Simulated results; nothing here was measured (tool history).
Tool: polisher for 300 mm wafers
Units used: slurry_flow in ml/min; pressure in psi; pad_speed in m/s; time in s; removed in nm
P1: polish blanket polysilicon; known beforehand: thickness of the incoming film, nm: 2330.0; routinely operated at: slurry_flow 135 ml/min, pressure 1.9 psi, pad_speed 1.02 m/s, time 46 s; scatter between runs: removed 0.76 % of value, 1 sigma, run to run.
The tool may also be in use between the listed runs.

run,hour,slurry_flow,pressure,pad_speed,time,wafers polished on this pad,hours since the slurry nozzle was cleaned,hours since the head pressure was calibrated,removed
1,7.6,135,1.9,1.02,46,134,434.2,930.6,275.71
2,20.1,135,1.9,1.02,46,229,446.7,943.1,273.57
3,31.3,135,1.9,0.74,70,315,457.9,954.3,307.87
4,43.5,135,1.9,1.02,28,408,470.1,966.5,166.99
5,52.0,135,1.0,1.02,46,473,478.6,975.0,144.63
6,63.5,135,1.9,1.02,46,560,490.1,986.5,273.49
7,72.1,135,1.9,1.02,46,626,498.7,995.1,275.20
8,84.9,80,1.9,1.02,46,724,511.5,1007.9,238.31
9,93.0,135,1.9,0.58,46,785,519.6,1016.0,155.94
10,104.1,135,1.9,1.02,69,870,530.7,1027.1,411.47
11,118.1,135,1.9,1.02,46,977,544.7,1041.1,278.04
12,127.6,180,1.9,1.02,46,1049,554.2,1050.6,285.09
13,136.1,135,1.9,1.56,46,1114,562.7,1059.1,420.54
14,148.8,135,2.6,1.02,46,1211,575.4,1071.8,373.54
15,158.9,135,1.9,1.02,46,1288,585.5,1081.9,274.31
16,170.6,135,1.9,1.02,46,1377,597.2,1093.6,272.68
17,177.9,135,1.9,1.02,46,1433,604.5,1100.9,267.53
18,191.1,135,1.9,1.02,46,1533,617.7,1114.1,262.33
19,203.1,135,1.9,1.02,46,1625,629.7,1126.1,262.31
20,213.1,135,1.9,1.02,46,1701,639.7,1136.1,254.89
21,223.8,135,1.9,1.02,46,1783,650.4,1146.8,254.56
# hour 235.4: worn pad replaced by a new one
22,236.3,135,1.9,1.02,46,7,662.9,1159.3,254.35
23,245.1,135,1.9,1.02,46,74,671.7,1168.1,254.46
24,259.2,135,1.9,1.02,46,182,685.8,1182.2,254.69

The log shows P1 creeping away from where it was. Any of the 2 causes listed here, at the size stated for it, fits the log just as well as the others:
A: slurry flow missing at the pad, % = 30.5
B: head's pressure below its setpoint, % = 7.88
The gradual shift began around hour 170.6.
Why every other cause is out:
removal rate lost through wear of the pad, %: serviced at hour 235.4, after the change had begun; the process did not return to its earlier output

4 check runs are offered, each on 5 wafers whose results are averaged, their results left as question marks. Which one tells the causes apart?
check 1,273.3,135,1.9,1.30,46,,,,?
check 2,273.3,100,1.9,1.02,69,,,,?
check 3,273.3,135,1.1,1.42,46,,,,?
check 4,273.3,135,1.3,1.02,46,,,,?

Predicted outcomes, by check and by cause:
check,result,if A,if B
check 1,removed,322.46,322.50
check 2,removed,346.66,355.38
check 3,removed,203.92,203.95
check 4,removed,173.11,173.13
Minimum pairwise separation of causes per check, each pair taken at its best-separating result: check 1 0.01 %; check 2 2.49 %; check 3 0.01 %; check 4 0.01 %
Check 2 is the one run that separates the causes; every other check would come out nearly the same whichever cause is at work.

Check 2 was then run and gave: removed 356.50 nm. Which cause is it?

B is the cause: head's pressure below its setpoint, %.
